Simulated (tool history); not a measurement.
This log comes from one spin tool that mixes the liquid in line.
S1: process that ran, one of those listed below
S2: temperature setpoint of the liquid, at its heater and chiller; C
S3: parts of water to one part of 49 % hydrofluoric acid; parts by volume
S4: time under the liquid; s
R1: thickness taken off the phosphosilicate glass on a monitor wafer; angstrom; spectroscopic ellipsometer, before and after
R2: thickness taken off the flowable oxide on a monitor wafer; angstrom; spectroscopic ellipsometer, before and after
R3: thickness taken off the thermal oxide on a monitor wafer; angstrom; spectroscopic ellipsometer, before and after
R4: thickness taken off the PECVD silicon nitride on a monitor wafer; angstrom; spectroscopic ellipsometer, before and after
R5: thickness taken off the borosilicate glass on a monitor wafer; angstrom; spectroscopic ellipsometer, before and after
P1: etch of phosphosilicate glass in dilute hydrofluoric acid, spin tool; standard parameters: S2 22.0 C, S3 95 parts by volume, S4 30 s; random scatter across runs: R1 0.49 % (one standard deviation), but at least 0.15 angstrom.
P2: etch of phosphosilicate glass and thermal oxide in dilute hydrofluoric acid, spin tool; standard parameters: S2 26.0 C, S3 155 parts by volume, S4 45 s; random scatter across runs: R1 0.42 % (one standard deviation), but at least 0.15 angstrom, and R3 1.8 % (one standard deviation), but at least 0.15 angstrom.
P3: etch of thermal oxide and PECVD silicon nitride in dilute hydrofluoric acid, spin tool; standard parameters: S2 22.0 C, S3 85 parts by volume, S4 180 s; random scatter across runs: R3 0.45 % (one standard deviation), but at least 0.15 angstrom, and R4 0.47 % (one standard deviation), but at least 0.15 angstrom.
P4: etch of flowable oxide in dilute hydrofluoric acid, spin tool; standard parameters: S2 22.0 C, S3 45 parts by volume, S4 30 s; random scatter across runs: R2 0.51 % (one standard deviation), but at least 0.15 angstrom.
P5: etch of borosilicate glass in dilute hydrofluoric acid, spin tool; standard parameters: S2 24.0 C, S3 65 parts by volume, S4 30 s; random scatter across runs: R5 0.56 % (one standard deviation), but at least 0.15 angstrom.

{"run": 1, "day": 0.338, "S1": "P1", "S2": 22.0, "S3": 95, "S4": 30, "R1": 186.55}
{"run": 2, "day": 0.721, "S1": "P4", "S2": 22.0, "S3": 45, "S4": 60, "R2": 376.39}
{"run": 3, "day": 1.167, "S1": "P2", "S2": 26.0, "S3": 155, "S4": 45, "R1": 478.41, "R3": 14.146}
{"run": 4, "day": 1.5, "S1": "P1", "S2": 22.0, "S3": 160, "S4": 30, "R1": 102.91}
{"run": 5, "day": 2.058, "S1": "P2", "S2": 30.5, "S3": 155, "S4": 45, "R1": 551.7, "R3": 16.925}
{"run": 6, "day": 2.621, "S1": "P4", "S2": 30.5, "S3": 45, "S4": 30, "R2": 266.63}
{"run": 7, "day": 2.929, "S1": "P2", "S2": 26.0, "S3": 220, "S4": 45, "R1": 310.95, "R3": 9.2769}
{"run": 8, "day": 3.467, "S1": "P3", "S2": 17.0, "S3": 85, "S4": 180, "R3": 78.354, "R4": 43.669}
{"run": 9, "day": 4.062, "S1": "P1", "S2": 22.0, "S3": 95, "S4": 30, "R1": 187.66}
{"run": 10, "day": 4.554, "S1": "P1", "S2": 22.0, "S3": 145, "S4": 50, "R1": 194.88}
{"run": 11, "day": 5.175, "S1": "P5", "S2": 24.0, "S3": 90, "S4": 30, "R5": 181.83}
{"run": 12, "day": 5.604, "S1": "P3", "S2": 22.0, "S3": 85, "S4": 355, "R3": 190.29, "R4": 123.08}
{"run": 13, "day": 6.021, "S1": "P4", "S2": 22.0, "S3": 45, "S4": 30, "R2": 189.17}
{"run": 14, "day": 6.392, "S1": "P1", "S2": 22.0, "S3": 95, "S4": 45, "R1": 281.59}
{"run": 15, "day": 6.775, "S1": "P1", "S2": 26.0, "S3": 95, "S4": 30, "R1": 219.24}
{"run": 16, "day": 7.154, "S1": "P5", "S2": 24.0, "S3": 65, "S4": 30, "R5": 258.64}
{"run": 17, "day": 7.5, "S1": "P2", "S2": 26.0, "S3": 155, "S4": 45, "R1": 474.68, "R3": 14.423}
{"run": 18, "day": 8.129, "S1": "P3", "S2": 22.0, "S3": 145, "S4": 180, "R3": 52.831, "R4": 37.115}
{"run": 19, "day": 8.438, "S1": "P1", "S2": 22.0, "S3": 95, "S4": 30, "R1": 187.82}
{"run": 20, "day": 8.879, "S1": "P1", "S2": 22.0, "S3": 20, "S4": 30, "R1": 978.76}
{"run": 21, "day": 9.392, "S1": "P3", "S2": 22.0, "S3": 85, "S4": 180, "R3": 96.731, "R4": 62.011}
{"run": 22, "day": 9.775, "S1": "P1", "S2": 17.0, "S3": 95, "S4": 30, "R1": 152.22}
{"run": 23, "day": 10.379, "S1": "P1", "S2": 22.0, "S3": 95, "S4": 15, "R1": 93.514}
{"run": 24, "day": 11.025, "S1": "P4", "S2": 22.0, "S3": 20, "S4": 30, "R2": 436.08}
{"run": 25, "day": 11.421, "S1": "P2", "S2": 26.0, "S3": 155, "S4": 85, "R1": 892.51, "R3": 26.76}
{"run": 26, "day": 11.833, "S1": "P5", "S2": 24.0, "S3": 65, "S4": 15, "R5": 131.01}
{"run": 27, "day": 12.3, "S1": "P1", "S2": 22.0, "S3": 95, "S4": 30, "R1": 187.77}
{"run": 28, "day": 12.779, "S1": "P1", "S2": 17.0, "S3": 60, "S4": 30, "R1": 253.14}
{"run": 29, "day": 13.442, "S1": "P5", "S2": 29.5, "S3": 65, "S4": 30, "R5": 324.61}
{"run": 30, "day": 13.8, "S1": "P1", "S2": 22.0, "S3": 95, "S4": 30, "R1": 187.43}
{"run": 31, "day": 14.125, "S1": "P1", "S2": 22.0, "S3": 95, "S4": 30, "R1": 191.17}
{"run": 32, "day": 14.521, "S1": "P1", "S2": 22.0, "S3": 95, "S4": 30, "R1": 194.74}
{"run": 33, "day": 15.054, "S1": "P1", "S2": 22.0, "S3": 95, "S4": 30, "R1": 196.85}
{"run": 34, "day": 15.471, "S1": "P1", "S2": 22.0, "S3": 95, "S4": 30, "R1": 197.78}
{"run": 35, "day": 16.046, "S1": "P1", "S2": 22.0, "S3": 95, "S4": 30, "R1": 198.35}
{"run": 36, "day": 16.596, "S1": "P1", "S2": 22.0, "S3": 95, "S4": 30, "R1": 200.71}
{"run": 37, "day": 17.008, "S1": "P1", "S2": 22.0, "S3": 95, "S4": 30, "R1": 200.08}
{"run": 38, "day": 17.408, "S1": "P1", "S2": 22.0, "S3": 95, "S4": 30, "R1": 201.05}
{"run": 39, "day": 18.008, "S1": "P1", "S2": 22.0, "S3": 95, "S4": 30, "R1": 201.11}
{"run": 40, "day": 18.608, "S1": "P1", "S2": 22.0, "S3": 95, "S4": 30, "R1": 201.9}

P1 no longer gives what it gave before; its output has crept away from where it was. The following 2 causes, each at its listed size, fit the log equally well:
A: liquid hotter than its thermometer reads (K) = 1.69
B: hydrofluoric acid flow above the setpoint (%) = 6.28
Creep in the process output first set in at about day 13.800.

Which of the 4 check runs listed below separates the causes, so that each cause would produce a clearly different result? Each run uses one wafer, and its results are marked with question marks.
{"run": "check 1", "day": 19.208, "S1": "P2", "S2": 26.0, "S3": 155, "S4": 75, "R1": "?", "R3": "?"}
{"run": "check 2", "day": 19.208, "S1": "P5", "S2": 24.0, "S3": 90, "S4": 30, "R5": "?"}
{"run": "check 3", "day": 19.208, "S1": "P3", "S2": 17.0, "S3": 135, "S4": 180, "R3": "?", "R4": "?"}
{"run": "check 4", "day": 19.208, "S1": "P4", "S2": 22.0, "S3": 20, "S4": 60, "R2": "?"}

Expected result of each check under each candidate cause:
check=check_1 result=R1 if_A=839.780 if_B=847.660
check=check_1 result=R3 if_A=25.0480 if_B=25.2830
check=check_2 result=R5 if_A=195.55 if_B=195.68
check=check_3 result=R3 if_A=50.2770 if_B=50.2540
check=check_3 result=R4 if_A=31.581 if_B=29.837
check=check_4 result=R2 if_A=941.93 if_B=932.91
Smallest distance between any two causes, each pair judged by its most separating result, in per cent: check 1 0.93 %; check 2 0.07 %; check 3 5.68 %; check 4 0.96 %
The other checks would show nearly matching results whichever cause is true, so check 3 is the only one that separates the causes.

With check 3 done, the readings were: R3 50.0260 angstrom; R4 29.709 angstrom. Identify which of the listed causes applies.

B is the cause: hydrofluoric acid flow above the setpoint (%).
